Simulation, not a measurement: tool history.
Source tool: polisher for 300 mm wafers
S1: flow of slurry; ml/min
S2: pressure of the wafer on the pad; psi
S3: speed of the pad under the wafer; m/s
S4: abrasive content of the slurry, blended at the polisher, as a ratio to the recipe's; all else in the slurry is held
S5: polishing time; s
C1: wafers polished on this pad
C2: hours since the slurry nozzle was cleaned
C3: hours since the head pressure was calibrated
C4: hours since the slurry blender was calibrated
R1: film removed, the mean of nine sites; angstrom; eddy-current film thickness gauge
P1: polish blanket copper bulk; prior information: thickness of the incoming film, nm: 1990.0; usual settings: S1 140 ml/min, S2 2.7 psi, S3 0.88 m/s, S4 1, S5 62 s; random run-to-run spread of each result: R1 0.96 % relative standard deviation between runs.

run   hour   S1   S2    S3    S4  S5    C1     C2     C3     C4      R1
  1     11  140  2.7  0.88     1  62   775  492.6  678.4   87.1  4742.3
  2   23.4  140  2.7  0.88     1  62   899    505  690.8   99.5  4858.7
  3   34.9  140  3.8  0.66     1  62  1014  516.5  702.3    111    5065
  4   47.3  140  2.7  0.88     1  83  1137  528.9  714.7  123.4    6478
      53.8  -- worn pad replaced by a new one
  5   62.9  220  2.7  0.88     1  62    90  544.5  730.3    139  5075.6
  6   75.9  140  2.7  0.88  1.45  62   220  557.5  743.3    152  5228.2
  7   92.1  140  2.7  0.88     1  62   381  573.7  759.5  168.2  4717.6
  8  107.6  140  2.7  0.88     1  62   536  589.2    775  183.7  4784.3
  9  117.9  140  2.7  0.88     1  31   639  599.5  785.3    194  2384.8
 10  132.8  140  2.7  0.42     1  62   787  614.4  800.2  208.9  2267.4
 11  145.1  140  2.7  1.26     1  62   910  626.7  812.5  221.2  6966.6
 12    159   85  2.7  0.88     1  62  1048  640.6  826.4  235.1    4318
 13  168.3  140  1.7  0.88     1  62  1141  649.9  835.7  244.4    3015
 14  180.8  140  2.7  0.88  0.65  62  1266  662.4  848.2  256.9  4427.8
 15  190.8  140  2.7   0.6  0.55  62  1365  672.4  858.2  266.9  2880.8
 16  204.2  140  2.7  0.88     1  62  1499  685.8  871.6  280.3    4809
 17  219.2  140  3.6  0.88     1  62  1648  700.8  886.6  295.3  6411.3
 18  230.5  140  2.7  0.88     1  62  1761  712.1  897.9  306.6  4858.8
 19    239   85  2.7  1.14     1  62  1846  720.6  906.4  315.1    5591
 20  248.4  140  2.7  0.88     1  62  1939    730  915.8  324.5  4750.5

What will run 21 give?
 21  263.6  140  2.7  0.88   1  62  2091  745.2  931  339.7   ?

R1: 4819.7 angstrom

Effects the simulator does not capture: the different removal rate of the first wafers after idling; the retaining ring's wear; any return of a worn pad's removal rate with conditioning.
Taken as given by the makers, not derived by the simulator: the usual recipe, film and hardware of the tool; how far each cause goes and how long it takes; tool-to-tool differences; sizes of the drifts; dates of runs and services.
